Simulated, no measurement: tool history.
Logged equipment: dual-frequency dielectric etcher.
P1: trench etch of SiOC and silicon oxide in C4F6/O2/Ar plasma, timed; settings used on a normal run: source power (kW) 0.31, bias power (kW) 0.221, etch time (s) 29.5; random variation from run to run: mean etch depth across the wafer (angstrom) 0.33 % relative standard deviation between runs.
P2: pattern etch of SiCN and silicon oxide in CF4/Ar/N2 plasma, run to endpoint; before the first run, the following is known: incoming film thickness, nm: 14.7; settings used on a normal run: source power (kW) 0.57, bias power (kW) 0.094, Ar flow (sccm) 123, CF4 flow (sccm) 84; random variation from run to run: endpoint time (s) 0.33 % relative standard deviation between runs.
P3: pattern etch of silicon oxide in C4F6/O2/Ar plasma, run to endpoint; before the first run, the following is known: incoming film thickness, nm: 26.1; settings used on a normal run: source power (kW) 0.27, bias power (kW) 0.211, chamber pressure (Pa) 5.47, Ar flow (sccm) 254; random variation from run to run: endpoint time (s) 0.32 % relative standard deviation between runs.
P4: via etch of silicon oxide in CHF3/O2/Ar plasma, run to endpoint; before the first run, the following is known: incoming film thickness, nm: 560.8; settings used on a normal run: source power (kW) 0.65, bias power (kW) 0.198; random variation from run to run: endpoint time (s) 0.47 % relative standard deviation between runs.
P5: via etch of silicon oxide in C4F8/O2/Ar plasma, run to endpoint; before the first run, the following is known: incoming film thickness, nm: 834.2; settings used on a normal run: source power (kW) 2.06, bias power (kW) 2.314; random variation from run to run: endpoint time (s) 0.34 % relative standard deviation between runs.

run   hour  process that ran  source power (kW)  bias power (kW)  etch time (s)  chamber pressure (Pa)  Ar flow (sccm)  CF4 flow (sccm)  mean etch depth across the wafer (angstrom)  endpoint time (s)
  1     13                P1               0.31            0.221           29.5                                                                                               599.02
  2   21.9                P3               0.27            0.211                                  5.47             358                                                                           9.6908
  3   29.9                P2               0.34            0.094                                                   123               84                                                          20.052
  4   39.9                P5               2.93            2.314                                                                                                                                 134.78
  5   51.4                P2               0.57            0.094                                                   123               54                                                          13.638
  6   64.5                P3               0.27            0.211                                  7.67             254                                                                           9.6813
  7   73.8                P1               0.31            0.275           29.5                                                                                               648.93
  8     89                P2               0.57            0.067                                                   123               84                                                          14.383
  9   96.2                P3               0.27            0.252                                  5.47             254                                                                           8.7607
 10  103.5                P5               2.06            2.314                                                                                                                                 153.78
 11  112.5                P1               0.31            0.221           29.5                                                                                               600.84
 12  127.7                P1               0.31            0.221           29.5                                                                                               597.38
 13  138.6                P4               0.65            0.198                                                                                                                                 265.74
 14  147.7                P4               0.65             0.14                                                                                                                                 297.44
 15  156.3                P5               2.06            2.314                                                                                                                                 153.96
 16  163.5                P1               0.31            0.175           29.5                                                                                               555.42
 17  178.7                P3               0.27            0.211                                  5.47             254                                                                           9.2905
 18  187.9                P4               0.85            0.198                                                                                                                                 239.33
 19  200.9                P1               0.31            0.221           36.5                                                                                               744.42
 20  209.9                P2               0.57            0.094                                                    84               84                                                          12.162
 21    219                P1               0.19            0.221           29.5                                                                                                497.7
 22  233.7                P3               0.27            0.211                                  5.47             254                                                                           9.2574
 23  246.4                P3               0.36            0.211                                  5.47             254                                                                           8.2874
 24  258.2                P1               0.42            0.221           19.5                                                                                               446.14
 25  270.6                P2               0.57            0.094                                                   123               84                                                          12.818
 26  283.8                P1               0.31            0.221             16                                                                                               324.68
     293.7  -- bias power generator calibrated
 27  295.7                P1               0.31            0.221           29.5                                                                                               601.27
 28  307.9                P1               0.31            0.221           29.5                                                                                               601.38
 29  315.5                P5               2.06            1.778                                                                                                                                 165.15
 30  324.1                P1               0.37            0.221           29.5                                                                                               642.48
 31  338.4                P2               0.57            0.094                                                   123               84                                                          12.836
 32  351.2                P1               0.42            0.264           29.5                                                                                               715.48
 33  357.9                P1               0.31            0.221           29.5                                                                                               601.34
 34  371.6                P1               0.31            0.221           29.5                                                                                               598.03
 35  378.9                P1               0.31            0.221           29.5                                                                                               593.83
 36    390                P1               0.31            0.221           29.5                                                                                               594.03
 37  403.5                P1               0.31            0.221           29.5                                                                                               589.94
     413.8  -- wet clean of the chamber
 38  415.9                P1               0.31            0.221           29.5                                                                                               586.82
 39  423.2                P1               0.31            0.221           29.5                                                                                               591.14
 40  436.3                P1               0.31            0.221           29.5                                                                                               590.05
 41  448.4                P1               0.31            0.221           29.5                                                                                               592.42
 42  461.6                P1               0.31            0.221           29.5                                                                                               589.51
 43  469.2                P1               0.31            0.221           29.5                                                                                               592.56
 44  481.8                P1               0.31            0.221           29.5                                                                                               590.17

The log shows P1 creeping away from where it was. Any of the 2 causes listed here, at the size stated for it, fits the log just as well as the others:
A: bias power that arrives under what is set, % = 4.82
B: source power that arrives under what is set, % = 4.22
The creep began at about hour 357.9.
What rules out each remaining cause:
chamber walls in a state that lowers the etch rate, %: serviced at hour 413.8, after the drift had started, without restoring the earlier output

4 check runs are offered, each on 2 wafers whose results are averaged, their results left as question marks. Which one tells the causes apart?
check 1  494.4                P2               0.37            0.094                                                    88               84                                                               ?
check 2  494.4                P3               0.35            0.211                                  5.47             344                                                                                ?
check 3  494.4                P5               2.46            2.314                                                                                                                                      ?
check 4  494.4                P4               0.84            0.158                                                                                                                                      ?

What each check would give under each cause:
  check             result    if A    if B
check 1  endpoint time (s)   18.18  18.564
check 2  endpoint time (s)  8.8302  8.8336
check 3  endpoint time (s)  145.65  146.07
check 4  endpoint time (s)  263.76  264.05
Per-check spread between the two closest causes, in the result where they differ most: check 1 2.09 %; check 2 0.04 %; check 3 0.29 %; check 4 0.11 %
Check 1 distinguishes between the causes, while the remaining checks would return nearly the same result for all of them.

Check 1 has now been run. It gave: endpoint time (s) 18.552. Which of the candidate causes is it?

It was cause B: source power that arrives under what is set, %.
